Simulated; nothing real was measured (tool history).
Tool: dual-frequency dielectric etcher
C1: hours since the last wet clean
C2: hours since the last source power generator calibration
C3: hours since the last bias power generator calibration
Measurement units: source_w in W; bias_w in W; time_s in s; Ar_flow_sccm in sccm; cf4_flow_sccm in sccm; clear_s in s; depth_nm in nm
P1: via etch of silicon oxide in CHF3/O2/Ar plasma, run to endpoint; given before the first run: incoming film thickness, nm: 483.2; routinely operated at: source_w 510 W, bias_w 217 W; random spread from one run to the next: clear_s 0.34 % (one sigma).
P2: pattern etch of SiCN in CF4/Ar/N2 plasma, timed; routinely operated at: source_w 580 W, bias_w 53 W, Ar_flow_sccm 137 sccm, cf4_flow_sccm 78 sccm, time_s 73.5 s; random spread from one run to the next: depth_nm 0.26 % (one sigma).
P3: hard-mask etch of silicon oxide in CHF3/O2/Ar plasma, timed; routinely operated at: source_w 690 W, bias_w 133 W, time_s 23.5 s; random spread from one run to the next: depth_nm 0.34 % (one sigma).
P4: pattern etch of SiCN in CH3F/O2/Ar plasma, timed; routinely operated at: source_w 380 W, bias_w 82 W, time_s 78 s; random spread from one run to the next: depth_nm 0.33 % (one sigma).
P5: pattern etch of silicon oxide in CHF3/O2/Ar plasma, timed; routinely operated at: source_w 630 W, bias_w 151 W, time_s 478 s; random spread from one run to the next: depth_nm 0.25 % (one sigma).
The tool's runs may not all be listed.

Run 1, day 0.388: process P1, source_w 510 W, bias_w 217 W; C1 211.9; C2 1081.9; C3 352.8. Result: clear_s 242.22 s.
Run 2, day 0.942: process P3, source_w 690 W, bias_w 133 W, time_s 34 s; C1 225.2; C2 1095.2; C3 366.1. Result: depth_nm 64.33 nm.
Run 3, day 1.538: process P2, source_w 580 W, bias_w 53 W, time_s 73.5 s, Ar_flow_sccm 105 sccm, cf4_flow_sccm 78 sccm; C1 239.5; C2 1109.5; C3 380.4. Result: depth_nm 72.695 nm.
Run 4, day 2.029: process P1, source_w 510 W, bias_w 217 W; C1 251.3; C2 1121.3; C3 392.2. Result: clear_s 242.1 s.
Run 5, day 2.583: process P1, source_w 510 W, bias_w 217 W; C1 264.6; C2 1134.6; C3 405.5. Result: clear_s 239.86 s.
Run 6, day 3.3: process P1, source_w 410 W, bias_w 302 W; C1 281.8; C2 1151.8; C3 422.7. Result: clear_s 231.38 s.
Run 7, day 3.996: process P4, source_w 380 W, bias_w 50 W, time_s 78 s; C1 298.5; C2 1168.5; C3 439.4. Result: depth_nm 25.301 nm.
Run 8, day 4.708: process P1, source_w 510 W, bias_w 217 W; C1 315.6; C2 1185.6; C3 456.5. Result: clear_s 241.27 s.
Run 9, day 5.154: process P5, source_w 630 W, bias_w 151 W, time_s 478 s; C1 326.3; C2 1196.3; C3 467.2. Result: depth_nm 902.26 nm.
Run 10, day 5.6: process P5, source_w 630 W, bias_w 111 W, time_s 478 s; C1 337; C2 1207; C3 477.9. Result: depth_nm 824.09 nm.
Run 11, day 5.983: process P4, source_w 380 W, bias_w 82 W, time_s 78 s; C1 346.2; C2 1216.2; C3 487.1. Result: depth_nm 29.904 nm.
Run 12, day 6.629: process P1, source_w 510 W, bias_w 217 W; C1 361.7; C2 1231.7; C3 502.6. Result: clear_s 241.02 s.
Run 13, day 7.021: process P1, source_w 510 W, bias_w 217 W; C1 371.1; C2 1241.1; C3 512. Result: clear_s 240.14 s.
Run 14, day 7.408: process P2, source_w 580 W, bias_w 53 W, time_s 73.5 s, Ar_flow_sccm 137 sccm, cf4_flow_sccm 78 sccm; C1 380.4; C2 1250.4; C3 521.3. Result: depth_nm 69.381 nm.
Run 15, day 8.171: process P2, source_w 580 W, bias_w 53 W, time_s 50 s, Ar_flow_sccm 137 sccm, cf4_flow_sccm 78 sccm; C1 398.7; C2 1268.7; C3 539.6. Result: depth_nm 47.347 nm.
Run 16, day 8.533: process P1, source_w 510 W, bias_w 278 W; C1 407.4; C2 1277.4; C3 548.3. Result: clear_s 220.42 s.
Run 17, day 9.033: process P4, source_w 380 W, bias_w 82 W, time_s 78 s; C1 419.4; C2 1289.4; C3 560.3. Result: depth_nm 29.939 nm.
Run 18, day 9.679: process P1, source_w 720 W, bias_w 217 W; C1 434.9; C2 1304.9; C3 575.8. Result: clear_s 211.76 s.
Run 19, day 10.225: process P1, source_w 380 W, bias_w 217 W; C1 448; C2 1318; C3 588.9. Result: clear_s 268.38 s.
Run 20, day 10.621: process P3, source_w 690 W, bias_w 133 W, time_s 23.5 s; C1 457.5; C2 1327.5; C3 598.4. Result: depth_nm 44.836 nm.
Run 21, day 11.258: process P1, source_w 510 W, bias_w 133 W; C1 472.8; C2 1342.8; C3 613.7. Result: clear_s 282.59 s.
Run 22, day 11.808: process P4, source_w 380 W, bias_w 82 W, time_s 52.5 s; C1 486; C2 1356; C3 626.9. Result: depth_nm 20.065 nm.
Run 23, day 12.292: process P2, source_w 580 W, bias_w 72 W, time_s 73.5 s, Ar_flow_sccm 137 sccm, cf4_flow_sccm 78 sccm; C1 497.6; C2 1367.6; C3 638.5. Result: depth_nm 77.337 nm.
Run 24, day 13.079: process P3, source_w 810 W, bias_w 133 W, time_s 23.5 s; C1 516.5; C2 1386.5; C3 657.4. Result: depth_nm 47.651 nm.
Run 25, day 13.571: process P2, source_w 580 W, bias_w 53 W, time_s 73.5 s, Ar_flow_sccm 137 sccm, cf4_flow_sccm 94 sccm; C1 528.3; C2 1398.3; C3 669.2. Result: depth_nm 71.794 nm.

Run 26 is up next; what results do you expect?
Run 26, day 14.117: process P2, source_w 690 W, bias_w 53 W, time_s 73.5 s, Ar_flow_sccm 137 sccm, cf4_flow_sccm 78 sccm; C1 541.4; C2 1411.4; C3 682.3. Result: depth_nm ?.

Run 26 gave depth_nm 81.155 nm.
